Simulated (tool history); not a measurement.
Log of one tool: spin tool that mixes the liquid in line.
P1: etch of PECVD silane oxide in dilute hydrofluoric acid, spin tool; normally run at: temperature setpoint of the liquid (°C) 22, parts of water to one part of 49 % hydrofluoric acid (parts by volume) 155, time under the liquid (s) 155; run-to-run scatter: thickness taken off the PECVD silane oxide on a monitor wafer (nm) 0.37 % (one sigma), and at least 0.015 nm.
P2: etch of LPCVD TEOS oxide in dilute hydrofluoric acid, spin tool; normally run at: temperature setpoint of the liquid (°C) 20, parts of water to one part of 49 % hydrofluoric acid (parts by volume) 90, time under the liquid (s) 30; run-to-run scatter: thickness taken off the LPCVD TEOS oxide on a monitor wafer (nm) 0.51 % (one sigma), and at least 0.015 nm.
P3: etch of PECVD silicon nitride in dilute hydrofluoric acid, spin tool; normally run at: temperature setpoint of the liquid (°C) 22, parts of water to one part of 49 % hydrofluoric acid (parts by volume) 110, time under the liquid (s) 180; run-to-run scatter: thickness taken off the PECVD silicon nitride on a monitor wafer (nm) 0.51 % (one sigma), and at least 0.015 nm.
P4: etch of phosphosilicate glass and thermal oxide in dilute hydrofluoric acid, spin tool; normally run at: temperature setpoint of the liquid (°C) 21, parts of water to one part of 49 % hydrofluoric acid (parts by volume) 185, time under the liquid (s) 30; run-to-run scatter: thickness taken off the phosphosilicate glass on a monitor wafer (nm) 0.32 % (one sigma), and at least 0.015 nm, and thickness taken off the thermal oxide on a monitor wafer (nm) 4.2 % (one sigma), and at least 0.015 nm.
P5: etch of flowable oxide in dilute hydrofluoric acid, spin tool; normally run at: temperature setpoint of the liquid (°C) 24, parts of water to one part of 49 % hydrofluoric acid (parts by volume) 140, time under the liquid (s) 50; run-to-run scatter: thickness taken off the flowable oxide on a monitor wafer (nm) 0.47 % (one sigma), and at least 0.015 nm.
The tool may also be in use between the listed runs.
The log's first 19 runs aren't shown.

run   hour  process that ran  temperature setpoint of the liquid (°C)  parts of water to one part of 49 % hydrofluoric acid (parts by volume)  time under the liquid (s)  hours since the thermometer was replaced  hours since the hydrofluoric acid flow meter was replaced  thickness taken off the PECVD silane oxide on a monitor wafer (nm)  thickness taken off the PECVD silicon nitride on a monitor wafer (nm)  thickness taken off the LPCVD TEOS oxide on a monitor wafer (nm)  thickness taken off the flowable oxide on a monitor wafer (nm)  thickness taken off the phosphosilicate glass on a monitor wafer (nm)  thickness taken off the thermal oxide on a monitor wafer (nm)
 20   88.1                P1                                       22                                                                      60                        155                                      10.9                                                      253.0                                                             119.150
 21   91.2                P4                                       21                                                                     185                         30                                      14.0                                                      256.1                                                                                                                                                                                                                                                                                                                                              8.4849                                                        0.72081
 22   96.5                P2                                       20                                                                      90                         45                                      19.3                                                      261.4                                                                                                                                                                                                       8.4739
 23   99.2                P1                                       17                                                                     155                        155                                      22.0                                                      264.1                                                              33.949
 24  104.5                P1                                       22                                                                     155                        155                                      27.3                                                      269.4                                                              41.426
 25  109.5                P1                                       22                                                                     240                        155                                      32.3                                                      274.4                                                              24.598
 26  115.0                P1                                       22                                                                     155                        250                                      37.8                                                      279.9                                                              67.037
 27  119.2                P1                                       26                                                                     155                        155                                      42.0                                                      284.1                                                              48.712
 28  122.9                P2                                       20                                                                      40                         30                                      45.7                                                      287.8                                                                                                                                                                                                      13.5710
 29  126.2                P4                                       21                                                                     185                         50                                      49.0                                                      291.1                                                                                                                                                                                                                                                                                                                                             14.1290                                                        1.09930
 30  130.7                P1                                       22                                                                     155                        155                                      53.5                                                      295.6                                                              41.403
 31  135.0                P3                                       22                                                                     110                         60                                      57.8                                                      299.9                                                                                                                                     1.3737

The next listed run, before its measurement:
 32  137.8                P1                                       22                                                                     155                        155                                      60.6                                                      302.7                                                                   ?

thickness taken off the PECVD silane oxide on a monitor wafer (nm): 41.316

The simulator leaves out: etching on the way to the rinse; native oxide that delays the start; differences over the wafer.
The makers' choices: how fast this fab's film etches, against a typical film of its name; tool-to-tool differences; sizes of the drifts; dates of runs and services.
